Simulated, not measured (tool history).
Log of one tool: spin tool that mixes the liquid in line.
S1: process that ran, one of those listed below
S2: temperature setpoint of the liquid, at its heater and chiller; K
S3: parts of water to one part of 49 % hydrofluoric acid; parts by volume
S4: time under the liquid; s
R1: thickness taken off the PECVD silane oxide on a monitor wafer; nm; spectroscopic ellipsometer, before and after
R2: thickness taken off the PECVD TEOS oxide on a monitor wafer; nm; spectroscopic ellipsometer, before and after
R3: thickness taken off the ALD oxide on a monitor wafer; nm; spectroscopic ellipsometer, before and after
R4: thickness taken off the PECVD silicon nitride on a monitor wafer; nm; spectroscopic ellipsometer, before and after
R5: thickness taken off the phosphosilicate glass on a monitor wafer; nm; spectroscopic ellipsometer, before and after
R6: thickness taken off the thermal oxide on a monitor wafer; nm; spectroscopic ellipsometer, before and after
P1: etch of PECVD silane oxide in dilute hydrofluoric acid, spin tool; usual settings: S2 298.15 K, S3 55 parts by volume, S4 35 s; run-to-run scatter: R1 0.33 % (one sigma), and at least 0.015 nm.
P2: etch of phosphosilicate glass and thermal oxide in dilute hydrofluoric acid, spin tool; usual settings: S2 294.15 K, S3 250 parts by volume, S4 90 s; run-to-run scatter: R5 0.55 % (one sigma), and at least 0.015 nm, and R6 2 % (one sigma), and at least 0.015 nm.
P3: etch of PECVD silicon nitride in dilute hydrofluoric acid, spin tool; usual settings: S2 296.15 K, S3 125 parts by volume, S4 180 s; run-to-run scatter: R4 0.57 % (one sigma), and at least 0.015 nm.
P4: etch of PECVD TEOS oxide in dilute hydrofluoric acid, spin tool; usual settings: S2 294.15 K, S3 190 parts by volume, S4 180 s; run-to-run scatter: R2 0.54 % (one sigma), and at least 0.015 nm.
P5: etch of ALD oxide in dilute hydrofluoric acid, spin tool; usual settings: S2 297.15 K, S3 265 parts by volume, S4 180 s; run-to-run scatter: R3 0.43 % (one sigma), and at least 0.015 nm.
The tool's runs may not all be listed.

| run | hour | S1 | S2 | S3 | S4 | R1 | R2 | R3 | R4 | R5 | R6 |
|---|---|---|---|---|---|---|---|---|---|---|---|
| 1 | 6.6 | P1 | 298.15 | 55 | 35 | 31.95 |  |  |  |  |  |
| 2 | 13.2 | P4 | 290.15 | 190 | 180 |  | 19.083 |  |  |  |  |
| 3 | 18.3 | P4 | 294.15 | 190 | 180 |  | 22.271 |  |  |  |  |
| 4 | 21.7 | P1 | 298.15 | 55 | 35 | 32 |  |  |  |  |  |
| 5 | 24.7 | P1 | 291.15 | 55 | 35 | 23.778 |  |  |  |  |  |
| 6 | 28.1 | P5 | 297.15 | 100 | 180 |  |  | 21.121 |  |  |  |
| 7 | 34.6 | P5 | 297.15 | 265 | 180 |  |  | 6.6342 |  |  |  |
| 8 | 40.9 | P3 | 296.15 | 30 | 180 |  |  |  | 23.714 |  |  |
| 9 | 44.2 | P5 | 290.15 | 265 | 180 |  |  | 5.1595 |  |  |  |
| 10 | 49 | P1 | 298.15 | 55 | 35 | 31.795 |  |  |  |  |  |
| 11 | 55 | P2 | 294.15 | 250 | 90 |  |  |  |  | 24.337 | 1.1804 |
| 12 | 58.9 | P1 | 298.15 | 55 | 35 | 31.981 |  |  |  |  |  |
| 13 | 65.3 | P1 | 298.15 | 55 | 35 | 32.144 |  |  |  |  |  |
| 14 | 70.6 | P1 | 302.15 | 85 | 35 | 23.117 |  |  |  |  |  |
| 15 | 76.5 | P1 | 298.15 | 100 | 35 | 16.54 |  |  |  |  |  |
| 16 | 83 | P2 | 294.15 | 250 | 15 |  |  |  |  | 4.0255 | 0.21324 |
| 17 | 89.1 | P1 | 298.15 | 55 | 35 | 31.844 |  |  |  |  |  |
| 18 | 93.9 | P2 | 294.15 | 415 | 90 |  |  |  |  | 12.551 | 0.65235 |
| 19 | 100.6 | P2 | 290.15 | 250 | 90 |  |  |  |  | 20.87 | 1.0415 |
| 20 | 105 | P2 | 294.15 | 250 | 90 |  |  |  |  | 24.188 | 1.2 |
| 21 | 111.7 | P1 | 298.15 | 55 | 50 | 45.709 |  |  |  |  |  |
| 22 | 115.2 | P1 | 293.65 | 55 | 60 | 45.475 |  |  |  |  |  |
| 23 | 121.3 | P4 | 294.15 | 190 | 360 |  | 44.031 |  |  |  |  |
| 24 | 126.3 | P4 | 294.15 | 345 | 180 |  | 10.619 |  |  |  |  |
| 25 | 131.2 | P1 | 298.15 | 20 | 35 | 92.392 |  |  |  |  |  |
| 26 | 135.2 | P1 | 302.15 | 55 | 35 | 37.422 |  |  |  |  |  |
| 27 | 140.2 | P3 | 296.15 | 125 | 180 |  |  |  | 5.8648 |  |  |
| 28 | 144.9 | P1 | 298.15 | 55 | 15 | 13.679 |  |  |  |  |  |
| 29 | 149.4 | P3 | 296.15 | 125 | 310 |  |  |  | 10.109 |  |  |
| 30 | 154.9 | P5 | 297.15 | 265 | 45 |  |  | 1.6519 |  |  |  |
| 31 | 159 | P3 | 296.15 | 125 | 180 |  |  |  | 5.8033 |  |  |
| 32 | 164.2 | P1 | 298.15 | 30 | 20 | 34.41 |  |  |  |  |  |
| 33 | 169 | P3 | 303.15 | 125 | 180 |  |  |  | 9.1014 |  |  |
| 34 | 174.9 | P1 | 298.15 | 55 | 35 | 31.944 |  |  |  |  |  |
| 35 | 178.2 | P1 | 298.15 | 55 | 35 | 32.286 |  |  |  |  |  |
| 36 | 182.9 | P1 | 298.15 | 55 | 35 | 32.823 |  |  |  |  |  |
| 37 | 186.5 | P1 | 298.15 | 55 | 35 | 32.951 |  |  |  |  |  |
| 38 | 190.3 | P1 | 298.15 | 55 | 35 | 33.316 |  |  |  |  |  |
| 39 | 195.4 | P1 | 298.15 | 55 | 35 | 33.547 |  |  |  |  |  |
| 40 | 201.1 | P1 | 298.15 | 55 | 35 | 33.469 |  |  |  |  |  |
| 41 | 204.2 | P1 | 298.15 | 55 | 35 | 33.624 |  |  |  |  |  |
| 42 | 210.3 | P1 | 298.15 | 55 | 35 | 33.787 |  |  |  |  |  |
| 43 | 217.2 | P1 | 298.15 | 55 | 35 | 33.774 |  |  |  |  |  |
| 44 | 222.6 | P1 | 298.15 | 55 | 35 | 33.693 |  |  |  |  |  |
| 45 | 226.2 | P1 | 298.15 | 55 | 35 | 33.981 |  |  |  |  |  |

What P1 gives has crept away from where it was. These 2 causes fit the log equally well, each at the size given:
A: hydrofluoric acid flow above the setpoint (%) = 5.44
B: liquid hotter than its thermometer reads (K) = 1.41
The creep began at about hour 174.9.

4 check runs are offered, one wafer each, their results left as question marks. Which one tells the causes apart?
| check 1 | 229.8 | P3 | 296.15 | 85 | 290 |  |  |  | ? |  |  |
| check 2 | 229.8 | P5 | 290.15 | 265 | 80 |  |  | ? |  |  |  |
| check 3 | 229.8 | P2 | 291.15 | 250 | 90 |  |  |  |  | ? | ? |
| check 4 | 229.8 | P4 | 290.15 | 190 | 335 |  | ? |  |  |  |  |

What each check would give under each cause:
| check | result | if A | if B |
|---|---|---|---|
| check 1 | R4 | 14.538 | 15.156 |
| check 2 | R3 | 2.4459 | 2.4194 |
| check 3 | R5 | 23.082 | 22.833 |
| check 3 | R6 | 1.1486 | 1.1362 |
| check 4 | R2 | 37.539 | 37.316 |
How far apart the two closest causes lie, in the result that separates them most: check 1 4.16 %; check 2 1.09 %; check 3 1.08 %; check 4 0.6 %
Check 1 tells the causes apart: in the others they would give nearly the same result.

Then check 1 was run and gave: R4 15.093 nm. Which cause is it?

It is B: liquid hotter than its thermometer reads (K).
